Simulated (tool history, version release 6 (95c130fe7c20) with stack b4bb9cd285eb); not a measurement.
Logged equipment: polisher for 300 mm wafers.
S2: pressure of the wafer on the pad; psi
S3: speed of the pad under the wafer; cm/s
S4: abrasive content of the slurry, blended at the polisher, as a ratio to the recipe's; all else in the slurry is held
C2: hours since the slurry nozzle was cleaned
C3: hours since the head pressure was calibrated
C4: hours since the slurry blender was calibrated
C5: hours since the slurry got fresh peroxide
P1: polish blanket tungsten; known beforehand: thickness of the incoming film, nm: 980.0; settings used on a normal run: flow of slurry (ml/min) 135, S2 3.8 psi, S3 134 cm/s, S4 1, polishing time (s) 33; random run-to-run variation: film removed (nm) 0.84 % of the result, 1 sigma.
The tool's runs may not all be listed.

Run 1, hour 12.9: flow of slurry (ml/min) 135, S2 3.8 psi, S3 134 cm/s, S4 1, polishing time (s) 33; wafers polished on this pad 603; C2 159.2; C3 776.3; C4 32.7; C5 76.4. Result: film removed (nm) 174.71.
Run 2, hour 21: flow of slurry (ml/min) 135, S2 3.8 psi, S3 134 cm/s, S4 1.4, polishing time (s) 33; wafers polished on this pad 732; C2 167.3; C3 784.4; C4 40.8; C5 84.5. Result: film removed (nm) 193.37.
At hour 31.5: slurry tank refilled with fresh slurry and peroxide.
Run 3, hour 39.3: flow of slurry (ml/min) 135, S2 3.8 psi, S3 134 cm/s, S4 1, polishing time (s) 33; wafers polished on this pad 1024; C2 185.6; C3 802.7; C4 59.1; C5 7.8. Result: film removed (nm) 178.23.
Run 4, hour 53.6: flow of slurry (ml/min) 195, S2 3.8 psi, S3 134 cm/s, S4 1, polishing time (s) 33; wafers polished on this pad 1252; C2 199.9; C3 817; C4 73.4; C5 22.1. Result: film removed (nm) 186.92.
Run 5, hour 71.6: flow of slurry (ml/min) 135, S2 1.7 psi, S3 134 cm/s, S4 1, polishing time (s) 33; wafers polished on this pad 1540; C2 217.9; C3 835; C4 91.4; C5 40.1. Result: film removed (nm) 78.784.
Run 6, hour 81.8: flow of slurry (ml/min) 135, S2 3.8 psi, S3 134 cm/s, S4 1, polishing time (s) 33; wafers polished on this pad 1702; C2 228.1; C3 845.2; C4 101.6; C5 50.3. Result: film removed (nm) 175.74.
Run 7, hour 96.1: flow of slurry (ml/min) 135, S2 3.8 psi, S3 134 cm/s, S4 0.55, polishing time (s) 50; wafers polished on this pad 1931; C2 242.4; C3 859.5; C4 115.9; C5 64.6. Result: film removed (nm) 232.84.
Run 8, hour 109.6: flow of slurry (ml/min) 135, S2 3.8 psi, S3 200 cm/s, S4 1, polishing time (s) 33; wafers polished on this pad 2146; C2 255.9; C3 873; C4 129.4; C5 78.1. Result: film removed (nm) 263.85.
Run 9, hour 120.5: flow of slurry (ml/min) 135, S2 3.8 psi, S3 134 cm/s, S4 1, polishing time (s) 33; wafers polished on this pad 2320; C2 266.8; C3 883.9; C4 140.3; C5 89. Result: film removed (nm) 176.91.
At hour 128.9: slurry nozzle cleaned.
Run 10, hour 134.9: flow of slurry (ml/min) 80, S2 3.8 psi, S3 134 cm/s, S4 1, polishing time (s) 33; wafers polished on this pad 2550; C2 6; C3 898.3; C4 154.7; C5 103.4. Result: film removed (nm) 155.3.
Run 11, hour 144: flow of slurry (ml/min) 135, S2 3.8 psi, S3 134 cm/s, S4 1, polishing time (s) 22; wafers polished on this pad 2695; C2 15.1; C3 907.4; C4 163.8; C5 112.5. Result: film removed (nm) 115.79.
Run 12, hour 161.4: flow of slurry (ml/min) 135, S2 6 psi, S3 134 cm/s, S4 1, polishing time (s) 33; wafers polished on this pad 2973; C2 32.5; C3 924.8; C4 181.2; C5 129.9. Result: film removed (nm) 279.68.
Run 13, hour 172.7: flow of slurry (ml/min) 135, S2 3.8 psi, S3 134 cm/s, S4 0.5, polishing time (s) 33; wafers polished on this pad 3153; C2 43.8; C3 936.1; C4 192.5; C5 141.2. Result: film removed (nm) 150.65.
Run 14, hour 182.5: flow of slurry (ml/min) 135, S2 3.8 psi, S3 134 cm/s, S4 1, polishing time (s) 46; wafers polished on this pad 3309; C2 53.6; C3 945.9; C4 202.3; C5 151. Result: film removed (nm) 246.45.
Run 15, hour 200.6: flow of slurry (ml/min) 135, S2 3.8 psi, S3 134 cm/s, S4 1, polishing time (s) 33; wafers polished on this pad 3598; C2 71.7; C3 964; C4 220.4; C5 169.1. Result: film removed (nm) 174.59.

Run 16 has not been measured yet. What should we expect?
Run 16, hour 216.4: flow of slurry (ml/min) 180, S2 3.8 psi, S3 134 cm/s, S4 0.65, polishing time (s) 33; wafers polished on this pad 3851; C2 87.5; C3 979.8; C4 236.2; C5 184.9. Result: film removed (nm) ?.

film removed (nm): 166.65
